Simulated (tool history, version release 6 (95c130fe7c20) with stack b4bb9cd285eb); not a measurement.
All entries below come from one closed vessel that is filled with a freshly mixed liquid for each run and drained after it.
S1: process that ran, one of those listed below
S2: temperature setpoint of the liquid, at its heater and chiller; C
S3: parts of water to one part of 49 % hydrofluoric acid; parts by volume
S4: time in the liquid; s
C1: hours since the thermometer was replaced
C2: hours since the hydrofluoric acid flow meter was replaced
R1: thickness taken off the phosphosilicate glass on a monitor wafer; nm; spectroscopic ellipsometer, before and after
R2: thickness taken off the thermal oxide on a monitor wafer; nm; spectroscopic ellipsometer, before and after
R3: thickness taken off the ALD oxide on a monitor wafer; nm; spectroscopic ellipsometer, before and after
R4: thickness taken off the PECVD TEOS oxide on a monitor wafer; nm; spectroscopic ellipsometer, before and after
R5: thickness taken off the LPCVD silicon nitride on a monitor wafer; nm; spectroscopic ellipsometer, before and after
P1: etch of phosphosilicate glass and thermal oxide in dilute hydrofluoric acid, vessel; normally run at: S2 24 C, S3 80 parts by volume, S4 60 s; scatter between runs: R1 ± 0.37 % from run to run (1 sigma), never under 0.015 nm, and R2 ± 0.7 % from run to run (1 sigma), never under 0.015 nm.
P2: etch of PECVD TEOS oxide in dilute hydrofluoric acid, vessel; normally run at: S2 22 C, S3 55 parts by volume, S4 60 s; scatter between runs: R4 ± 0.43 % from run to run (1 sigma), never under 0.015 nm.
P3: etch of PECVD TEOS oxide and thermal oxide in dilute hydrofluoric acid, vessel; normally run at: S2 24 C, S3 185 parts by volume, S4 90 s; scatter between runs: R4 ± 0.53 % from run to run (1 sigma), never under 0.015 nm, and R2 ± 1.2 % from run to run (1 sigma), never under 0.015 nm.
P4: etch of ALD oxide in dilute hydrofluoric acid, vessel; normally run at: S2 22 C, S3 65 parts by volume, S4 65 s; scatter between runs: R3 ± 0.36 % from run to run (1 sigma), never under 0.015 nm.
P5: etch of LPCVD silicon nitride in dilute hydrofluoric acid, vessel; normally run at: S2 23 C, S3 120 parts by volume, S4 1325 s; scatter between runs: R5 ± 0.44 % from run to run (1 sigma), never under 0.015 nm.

{"run": 1, "hour": 10.9, "S1": "P1", "S2": 24, "S3": 80, "S4": 60, "C1": 372.1, "C2": 74.9, "R1": 125.9, "R2": 3.4822}
{"run": 2, "hour": 23.0, "S1": "P4", "S2": 22, "S3": 65, "S4": 30, "C1": 384.2, "C2": 87, "R3": 12.003}
{"run": 3, "hour": 35.6, "S1": "P1", "S2": 17, "S3": 80, "S4": 60, "C1": 396.8, "C2": 99.6, "R1": 94.743, "R2": 2.5947}
{"run": 4, "hour": 41.8, "S1": "P3", "S2": 24, "S3": 185, "S4": 30, "C1": 403, "C2": 105.8, "R2": 0.66367, "R4": 1.507}
{"run": 5, "hour": 51.8, "S1": "P1", "S2": 24, "S3": 80, "S4": 60, "C1": 413, "C2": 115.8, "R1": 125.55, "R2": 3.4447}
{"run": 6, "hour": 60.8, "S1": "P5", "S2": 17, "S3": 120, "S4": 1325, "C1": 422, "C2": 124.8, "R5": 3.7817}
{"run": 7, "hour": 70.1, "S1": "P2", "S2": 22, "S3": 55, "S4": 60, "C1": 431.3, "C2": 134.1, "R4": 11.661}
{"run": 8, "hour": 79.3, "S1": "P3", "S2": 24, "S3": 185, "S4": 90, "C1": 440.5, "C2": 143.3, "R2": 2.0069, "R4": 4.5783}
{"run": 9, "hour": 90.5, "S1": "P1", "S2": 24, "S3": 145, "S4": 60, "C1": 451.7, "C2": 154.5, "R1": 64, "R2": 1.7916}
{"run": 10, "hour": 102.7, "S1": "P1", "S2": 24, "S3": 20, "S4": 60, "C1": 463.9, "C2": 166.7, "R1": 547.32, "R2": 15.057}
{"run": 11, "hour": 115.7, "S1": "P4", "S2": 22, "S3": 65, "S4": 65, "C1": 476.9, "C2": 179.7, "R3": 25.916}
{"run": 12, "hour": 129.4, "S1": "P2", "S2": 22, "S3": 55, "S4": 30, "C1": 490.6, "C2": 193.4, "R4": 5.803}
{"run": 13, "hour": 142.9, "S1": "P4", "S2": 22, "S3": 90, "S4": 65, "C1": 504.1, "C2": 206.9, "R3": 18.086}
{"run": 14, "hour": 150.6, "S1": "P3", "S2": 24, "S3": 300, "S4": 90, "C1": 511.8, "C2": 214.6, "R2": 1.0524, "R4": 2.5017}
{"run": 15, "hour": 157.6, "S1": "P2", "S2": 28, "S3": 55, "S4": 60, "C1": 518.8, "C2": 221.6, "R4": 14.771}
{"run": 16, "hour": 170.0, "S1": "P2", "S2": 22, "S3": 20, "S4": 60, "C1": 531.2, "C2": 234, "R4": 33.629}
{"run": 17, "hour": 176.9, "S1": "P5", "S2": 23, "S3": 120, "S4": 1325, "C1": 538.1, "C2": 240.9, "R5": 5.6291}
{"run": 18, "hour": 188.3, "S1": "P4", "S2": 18, "S3": 65, "S4": 65, "C1": 549.5, "C2": 252.3, "R3": 21.895}
{"run": 19, "hour": 200.6, "S1": "P5", "S2": 23, "S3": 190, "S4": 1325, "C1": 561.8, "C2": 264.6, "R5": 3.5885}
{"run": 20, "hour": 208.4, "S1": "P1", "S2": 24, "S3": 80, "S4": 35, "C1": 569.6, "C2": 272.4, "R1": 73.077, "R2": 2.007}
{"hour": 211.1, "done": "thermometer replaced"}
{"run": 21, "hour": 220.5, "S1": "P1", "S2": 29, "S3": 80, "S4": 60, "C1": 9.5, "C2": 284.5, "R1": 153.33, "R2": 4.2253}
{"run": 22, "hour": 233.9, "S1": "P1", "S2": 24, "S3": 80, "S4": 85, "C1": 22.9, "C2": 297.9, "R1": 178.49, "R2": 4.855}
{"run": 23, "hour": 242.5, "S1": "P1", "S2": 24, "S3": 80, "S4": 60, "C1": 31.5, "C2": 306.5, "R1": 125.93, "R2": 3.4909}
{"run": 24, "hour": 256.3, "S1": "P1", "S2": 24, "S3": 80, "S4": 60, "C1": 45.3, "C2": 320.3, "R1": 126.14, "R2": 3.4591}
{"run": 25, "hour": 267.2, "S1": "P1", "S2": 17, "S3": 120, "S4": 60, "C1": 56.2, "C2": 331.2, "R1": 60.313, "R2": 1.6582}
{"run": 26, "hour": 275.0, "S1": "P5", "S2": 23, "S3": 120, "S4": 1325, "C1": 64, "C2": 339, "R5": 5.669}
{"run": 27, "hour": 281.4, "S1": "P2", "S2": 22, "S3": 55, "S4": 60, "C1": 70.4, "C2": 345.4, "R4": 11.556}
{"run": 28, "hour": 289.0, "S1": "P5", "S2": 23, "S3": 120, "S4": 345, "C1": 78, "C2": 353, "R5": 1.482}
{"run": 29, "hour": 302.1, "S1": "P3", "S2": 17, "S3": 185, "S4": 90, "C1": 91.1, "C2": 366.1, "R2": 1.5431, "R4": 3.4822}
{"run": 30, "hour": 309.2, "S1": "P1", "S2": 24, "S3": 80, "S4": 60, "C1": 98.2, "C2": 373.2, "R1": 125.73, "R2": 3.4921}
{"run": 31, "hour": 321.0, "S1": "P1", "S2": 24, "S3": 80, "S4": 60, "C1": 110, "C2": 385, "R1": 122.94, "R2": 3.3508}
{"run": 32, "hour": 330.9, "S1": "P1", "S2": 24, "S3": 80, "S4": 60, "C1": 119.9, "C2": 394.9, "R1": 120.91, "R2": 3.3401}
{"run": 33, "hour": 340.5, "S1": "P1", "S2": 24, "S3": 80, "S4": 60, "C1": 129.5, "C2": 404.5, "R1": 119.79, "R2": 3.3065}
{"run": 34, "hour": 347.2, "S1": "P1", "S2": 24, "S3": 80, "S4": 60, "C1": 136.2, "C2": 411.2, "R1": 119.42, "R2": 3.2797}
{"run": 35, "hour": 356.7, "S1": "P1", "S2": 24, "S3": 80, "S4": 60, "C1": 145.7, "C2": 420.7, "R1": 117.9, "R2": 3.2651}
{"run": 36, "hour": 368.7, "S1": "P1", "S2": 24, "S3": 80, "S4": 60, "C1": 157.7, "C2": 432.7, "R1": 117.23, "R2": 3.1968}

Run 37, settings as shown, results not yet in. Your forecast:
{"run": 37, "hour": 381.9, "S1": "P1", "S2": 24, "S3": 80, "S4": 60, "C1": 170.9, "C2": 445.9, "R1": "?", "R2": "?"}

R1: 118.01 nm
R2: 3.2213 nm

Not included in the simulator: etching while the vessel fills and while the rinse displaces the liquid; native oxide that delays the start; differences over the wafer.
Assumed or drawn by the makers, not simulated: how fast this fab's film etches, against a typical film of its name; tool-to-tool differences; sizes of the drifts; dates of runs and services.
